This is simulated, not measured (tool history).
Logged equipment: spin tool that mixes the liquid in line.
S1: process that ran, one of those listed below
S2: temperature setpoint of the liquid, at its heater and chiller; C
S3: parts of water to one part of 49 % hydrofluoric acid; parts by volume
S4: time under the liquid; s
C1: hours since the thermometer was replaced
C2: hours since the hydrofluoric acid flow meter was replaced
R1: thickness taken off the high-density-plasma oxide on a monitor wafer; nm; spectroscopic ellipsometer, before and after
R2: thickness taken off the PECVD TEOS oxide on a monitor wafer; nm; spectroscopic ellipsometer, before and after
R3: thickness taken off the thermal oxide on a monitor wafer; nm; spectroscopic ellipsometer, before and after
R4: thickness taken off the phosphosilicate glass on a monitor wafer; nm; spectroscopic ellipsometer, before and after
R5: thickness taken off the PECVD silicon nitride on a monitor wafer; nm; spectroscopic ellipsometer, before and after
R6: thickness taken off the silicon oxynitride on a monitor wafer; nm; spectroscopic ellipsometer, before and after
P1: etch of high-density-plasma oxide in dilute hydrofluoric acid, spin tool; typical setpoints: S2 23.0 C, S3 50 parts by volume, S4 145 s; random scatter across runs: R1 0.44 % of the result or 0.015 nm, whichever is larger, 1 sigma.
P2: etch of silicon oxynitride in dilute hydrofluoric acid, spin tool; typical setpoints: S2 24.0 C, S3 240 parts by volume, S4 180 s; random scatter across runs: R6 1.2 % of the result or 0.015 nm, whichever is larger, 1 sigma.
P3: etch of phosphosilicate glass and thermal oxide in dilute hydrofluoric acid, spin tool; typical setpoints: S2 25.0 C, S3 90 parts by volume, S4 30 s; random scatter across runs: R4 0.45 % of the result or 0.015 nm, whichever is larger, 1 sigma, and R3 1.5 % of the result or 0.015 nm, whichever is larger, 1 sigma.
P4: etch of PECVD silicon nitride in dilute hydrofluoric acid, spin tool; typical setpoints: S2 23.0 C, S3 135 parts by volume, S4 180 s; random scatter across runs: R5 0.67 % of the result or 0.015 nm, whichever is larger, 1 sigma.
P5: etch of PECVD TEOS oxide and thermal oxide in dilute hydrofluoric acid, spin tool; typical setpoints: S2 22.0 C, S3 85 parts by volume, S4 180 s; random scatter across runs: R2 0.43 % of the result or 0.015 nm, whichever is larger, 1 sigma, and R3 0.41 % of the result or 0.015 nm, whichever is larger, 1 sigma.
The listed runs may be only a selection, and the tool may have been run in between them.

run,hour,S1,S2,S3,S4,C1,C2,R1,R2,R3,R4,R5,R6
1,7.0,P1,23.0,50,145,164.3,948.2,21.7870,,,,,
2,15.4,P5,22.0,85,180,172.7,956.6,,16.4670,8.87390,,,
3,28.9,P1,23.0,20,145,186.2,970.1,56.4690,,,,,
4,42.0,P5,22.0,85,180,199.3,983.2,,16.4570,8.90640,,,
5,53.7,P1,23.0,50,145,211.0,994.9,21.8760,,,,,
6,68.8,P1,23.0,50,265,226.1,1010.0,40.0620,,,,,
7,80.0,P1,23.0,50,145,237.3,1021.2,21.6610,,,,,
8,90.4,P3,30.0,90,30,247.7,1031.6,,,1.94210,54.249,,
9,103.3,P1,17.5,50,40,260.6,1044.5,4.7786,,,,,
10,116.3,P1,28.5,50,145,273.6,1057.5,27.2310,,,,,
11,122.9,P1,30.0,70,145,280.2,1064.1,20.0800,,,,,
12,133.6,P4,23.0,135,305,290.9,1074.8,,,,,5.5027,
13,146.8,P3,25.0,90,30,304.1,1088.0,,,1.62340,44.515,,
14,158.5,P4,23.0,135,180,315.8,1099.7,,,,,3.2244,
15,171.5,P5,22.0,40,180,328.8,1112.7,,36.7970,19.93400,,,
16,179.3,P1,23.0,75,145,336.6,1120.5,14.2450,,,,,
17,192.3,P1,23.0,50,145,349.6,1133.5,21.9620,,,,,
18,204.7,P4,29.5,135,180,362.0,1145.9,,,,,4.9031,
19,218.8,P5,22.0,85,60,376.1,1160.0,,5.4823,2.95710,,,
20,226.4,P2,24.0,240,180,383.7,1167.6,,,,,,1.61480
21,235.1,P3,25.0,90,60,392.4,1176.3,,,3.19470,89.174,,
22,247.9,P1,23.0,50,145,405.2,1189.1,21.8970,,,,,
23,261.0,P1,23.0,50,145,418.3,1202.2,21.8420,,,,,
24,276.1,P4,23.0,190,180,433.4,1217.3,,,,,2.2934,
25,289.2,P1,19.5,50,145,446.5,1230.4,18.9870,,,,,
26,302.1,P2,18.5,240,180,459.4,1243.3,,,,,,1.28030
27,309.9,P2,24.0,360,180,467.2,1251.1,,,,,,0.98053
28,322.9,P2,24.0,240,180,480.2,1264.1,,,,,,1.64800
29,330.6,P3,25.0,145,30,487.9,1271.8,,,0.95634,25.808,,
30,344.8,P5,27.0,85,180,502.1,1286.0,,20.3100,10.86700,,,
31,352.4,P1,23.0,50,15,509.7,1293.6,2.2676,,,,,
32,364.7,P1,17.0,25,145,522.0,1305.9,34.8730,,,,,
33,377.5,P2,24.0,240,45,534.8,1318.7,,,,,,0.39425
34,386.3,P1,23.0,50,145,543.6,1327.5,21.9030,,,,,
35,400.0,P1,23.0,50,145,557.3,1341.2,21.1130,,,,,
36,412.8,P1,23.0,50,145,570.1,1354.0,20.6940,,,,,
37,422.3,P1,23.0,50,145,579.6,1363.5,20.5920,,,,,
38,429.4,P1,23.0,50,145,586.7,1370.6,20.5530,,,,,
39,440.7,P1,23.0,50,145,598.0,1381.9,20.6380,,,,,
40,451.6,P1,23.0,50,145,608.9,1392.8,20.5680,,,,,

P1 has crept away from where it was. The log is fitted equally well by each of these 2 causes, at the sizes shown:
A: hydrofluoric acid flow below the setpoint (%) = 6.2
B: liquid colder than its thermometer reads (K) = 1.64
Onset of the creep was near hour 386.3.

The list below offers 4 check runs, each averaging the results of 2 wafers, and shows each result as a question mark. For which of them would the listed causes give clearly different results?
check 1,462.5,P2,24.0,240,180,,,,,,,,?
check 2,462.5,P4,23.0,135,180,,,,,,,?,
check 3,462.5,P3,25.0,90,30,,,,,?,?,,
check 4,462.5,P5,22.0,85,180,,,,?,?,,,

What each check would give under each cause:
check,result,if A,if B
check 1,R6,1.51740,1.52210
check 2,R5,3.0300,2.8965
check 3,R3,1.47680,1.48600
check 3,R4,41.447,41.706
check 4,R2,15.3740,15.4270
check 4,R3,8.28420,8.31240
Gap, in per cent, between the two causes that each check separates least, read from the result that separates them most: check 1 0.31 %; check 2 4.51 %; check 3 0.62 %; check 4 0.34 %
Check 2 tells the causes apart: in the others they would give nearly the same result.

Check 2 was then run and gave: R5 3.0261 nm. Which cause is it?

Of the candidate causes, it is A: hydrofluoric acid flow below the setpoint (%).

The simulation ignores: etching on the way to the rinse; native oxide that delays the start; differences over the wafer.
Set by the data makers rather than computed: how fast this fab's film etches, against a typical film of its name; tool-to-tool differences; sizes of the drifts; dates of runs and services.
